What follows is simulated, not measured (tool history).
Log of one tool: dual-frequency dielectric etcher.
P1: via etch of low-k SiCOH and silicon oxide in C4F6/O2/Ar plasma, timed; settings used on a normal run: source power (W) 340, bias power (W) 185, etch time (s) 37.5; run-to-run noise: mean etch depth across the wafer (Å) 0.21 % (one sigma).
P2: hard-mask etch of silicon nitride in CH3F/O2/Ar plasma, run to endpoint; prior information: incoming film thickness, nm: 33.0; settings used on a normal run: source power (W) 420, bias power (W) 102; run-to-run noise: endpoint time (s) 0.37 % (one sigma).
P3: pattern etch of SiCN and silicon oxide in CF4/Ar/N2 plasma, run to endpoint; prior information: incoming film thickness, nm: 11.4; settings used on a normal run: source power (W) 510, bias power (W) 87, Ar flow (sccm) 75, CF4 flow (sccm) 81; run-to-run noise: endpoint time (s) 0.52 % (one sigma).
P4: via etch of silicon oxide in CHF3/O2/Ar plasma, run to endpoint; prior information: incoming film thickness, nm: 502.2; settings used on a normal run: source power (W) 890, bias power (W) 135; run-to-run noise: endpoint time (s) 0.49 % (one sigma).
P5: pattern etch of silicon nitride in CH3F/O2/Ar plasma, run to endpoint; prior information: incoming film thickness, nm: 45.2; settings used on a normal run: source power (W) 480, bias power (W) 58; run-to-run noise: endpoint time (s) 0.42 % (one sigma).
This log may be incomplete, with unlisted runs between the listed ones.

| run | day | process that ran | source power (W) | bias power (W) | etch time (s) | Ar flow (sccm) | CF4 flow (sccm) | hours since the last wet clean | hours since the last source power generator calibration | hours since the last bias power generator calibration | mean etch depth across the wafer (Å) | endpoint time (s) |
|---|---|---|---|---|---|---|---|---|---|---|---|---|
| 1 | 0.242 | P1 | 340 | 185 | 37.5 |  |  | 386.7 | 577.1 | 2307.4 | 874.19 |  |
| 2 | 0.575 | P1 | 280 | 114 | 37.5 |  |  | 394.7 | 585.1 | 2315.4 | 695.79 |  |
| 3 | 0.867 | P1 | 340 | 185 | 28.5 |  |  | 401.7 | 592.1 | 2322.4 | 665.09 |  |
| 4 | 1.142 | P1 | 340 | 108 | 37.5 |  |  | 408.3 | 598.7 | 2329.0 | 739.99 |  |
| 5 | 1.329 | P3 | 510 | 87 |  | 75 | 59 | 412.8 | 603.2 | 2333.5 |  | 10.8370 |
| 6 | 1.671 | P1 | 340 | 185 | 37.5 |  |  | 421.0 | 611.4 | 2341.7 | 871.40 |  |
| 7 | 2.008 | P3 | 510 | 87 |  | 75 | 81 | 429.1 | 619.5 | 2349.8 |  | 10.3540 |
| 8 | 2.296 | P3 | 510 | 60 |  | 75 | 81 | 436.0 | 626.4 | 2356.7 |  | 11.6110 |
| 9 | 2.608 | P3 | 510 | 87 |  | 51 | 81 | 443.5 | 633.9 | 2364.2 |  | 9.8860 |
| 10 | 2.821 | P1 | 340 | 185 | 37.5 |  |  | 448.6 | 639.0 | 2369.3 | 867.70 |  |
| 11 | 3.012 | P1 | 460 | 185 | 37.5 |  |  | 453.2 | 643.6 | 2373.9 | 983.05 |  |
| 12 | 3.188 | P1 | 340 | 185 | 37.5 |  |  | 457.4 | 647.8 | 2378.1 | 873.58 |  |
| 13 | 3.500 | P1 | 340 | 226 | 37.5 |  |  | 464.9 | 655.3 | 2385.6 | 933.54 |  |
|  | 3.579 | wet clean of the chamber |
| 14 | 3.771 | P5 | 610 | 58 |  |  |  | 4.6 | 661.8 | 2392.1 |  | 60.8290 |
| 15 | 3.992 | P1 | 340 | 185 | 37.5 |  |  | 9.9 | 667.1 | 2397.4 | 871.01 |  |
| 16 | 4.279 | P1 | 340 | 185 | 37.5 |  |  | 16.8 | 674.0 | 2404.3 | 872.89 |  |
| 17 | 4.592 | P5 | 480 | 80 |  |  |  | 24.3 | 681.5 | 2411.8 |  | 59.5150 |
| 18 | 4.871 | P5 | 480 | 58 |  |  |  | 31.0 | 688.2 | 2418.5 |  | 66.7380 |
| 19 | 5.167 | P4 | 890 | 135 |  |  |  | 38.1 | 695.3 | 2425.6 |  | 235.0200 |
| 20 | 5.321 | P2 | 420 | 65 |  |  |  | 41.8 | 699.0 | 2429.3 |  | 48.4860 |
| 21 | 5.475 | P2 | 550 | 102 |  |  |  | 45.5 | 702.7 | 2433.0 |  | 37.7350 |
| 22 | 5.775 | P1 | 250 | 185 | 37.5 |  |  | 52.7 | 709.9 | 2440.2 | 770.67 |  |
| 23 | 5.996 | P2 | 420 | 102 |  |  |  | 58.0 | 715.2 | 2445.5 |  | 41.2990 |
| 24 | 6.183 | P4 | 620 | 135 |  |  |  | 62.5 | 719.7 | 2450.0 |  | 271.2700 |
| 25 | 6.362 | P1 | 340 | 185 | 37.5 |  |  | 66.8 | 724.0 | 2454.3 | 872.56 |  |
| 26 | 6.542 | P3 | 710 | 87 |  | 75 | 81 | 71.1 | 728.3 | 2458.6 |  | 7.8176 |
| 27 | 6.808 | P1 | 340 | 185 | 49.5 |  |  | 77.5 | 734.7 | 2465.0 | 1150.70 |  |
| 28 | 7.008 | P3 | 510 | 87 |  | 75 | 81 | 82.3 | 739.5 | 2469.8 |  | 10.4300 |
| 29 | 7.350 | P4 | 890 | 189 |  |  |  | 90.5 | 747.7 | 2478.0 |  | 210.1800 |
| 30 | 7.692 | P2 | 420 | 102 |  |  |  | 98.7 | 755.9 | 2486.2 |  | 41.5020 |
| 31 | 7.925 | P1 | 340 | 185 | 37.5 |  |  | 104.3 | 761.5 | 2491.8 | 870.88 |  |
| 32 | 8.200 | P1 | 340 | 185 | 37.5 |  |  | 110.9 | 768.1 | 2498.4 | 864.50 |  |
| 33 | 8.471 | P1 | 340 | 185 | 37.5 |  |  | 117.4 | 774.6 | 2504.9 | 864.05 |  |
| 34 | 8.788 | P1 | 340 | 185 | 37.5 |  |  | 125.0 | 782.2 | 2512.5 | 861.33 |  |
| 35 | 9.100 | P1 | 340 | 185 | 37.5 |  |  | 132.5 | 789.7 | 2520.0 | 858.34 |  |
| 36 | 9.350 | P1 | 340 | 185 | 37.5 |  |  | 138.5 | 795.7 | 2526.0 | 861.08 |  |
|  | 9.475 | wet clean of the chamber |
| 37 | 9.683 | P1 | 340 | 185 | 37.5 |  |  | 5.0 | 803.7 | 2534.0 | 860.34 |  |
| 38 | 9.912 | P1 | 340 | 185 | 37.5 |  |  | 10.5 | 809.2 | 2539.5 | 856.91 |  |
| 39 | 10.112 | P1 | 340 | 185 | 37.5 |  |  | 15.3 | 814.0 | 2544.3 | 857.67 |  |
| 40 | 10.412 | P1 | 340 | 185 | 37.5 |  |  | 22.5 | 821.2 | 2551.5 | 858.97 |  |

Something has made what P1 gives creep away from where it was; the 2 causes below, each at its own stated size, fit the log equally well:
A: bias power that arrives under what is set, % = 4.83
B: source power that arrives under what is set, % = 4
The creep began at about day 7.925.
Why every other cause is out:
chamber walls in a state that lowers the etch rate, %: serviced at day 9.475, after the drift had started, without restoring the earlier output

Of the 4 check runs below, each run on 5 wafers with the results averaged and each result still a question mark, which one would tell the listed causes apart?
| check 1 | 10.712 | P4 | 770 | 169 |  |  |  |  |  |  |  | ? |
| check 2 | 10.712 | P3 | 510 | 87 |  | 53 | 81 |  |  |  |  | ? |
| check 3 | 10.712 | P5 | 550 | 75 |  |  |  |  |  |  |  | ? |
| check 4 | 10.712 | P2 | 420 | 78 |  |  |  |  |  |  |  | ? |

Expected result of each check under each candidate cause:
| check | result | if A | if B |
|---|---|---|---|
| check 1 | endpoint time (s) | 234.3300 | 234.2600 |
| check 2 | endpoint time (s) | 10.1320 | 10.3450 |
| check 3 | endpoint time (s) | 58.9420 | 58.8800 |
| check 4 | endpoint time (s) | 46.4310 | 46.3520 |
Gap, in per cent, between the two causes that each check separates least, read from the result that separates them most: check 1 0.03 %; check 2 2.08 %; check 3 0.1 %; check 4 0.17 %
Only check 2 tells the causes apart: in the others they would give nearly the same result.

After running check 2, the following was obtained: endpoint time (s) 10.3160. Which cause does this point to?

Of the candidate causes, it is B: source power that arrives under what is set, %.

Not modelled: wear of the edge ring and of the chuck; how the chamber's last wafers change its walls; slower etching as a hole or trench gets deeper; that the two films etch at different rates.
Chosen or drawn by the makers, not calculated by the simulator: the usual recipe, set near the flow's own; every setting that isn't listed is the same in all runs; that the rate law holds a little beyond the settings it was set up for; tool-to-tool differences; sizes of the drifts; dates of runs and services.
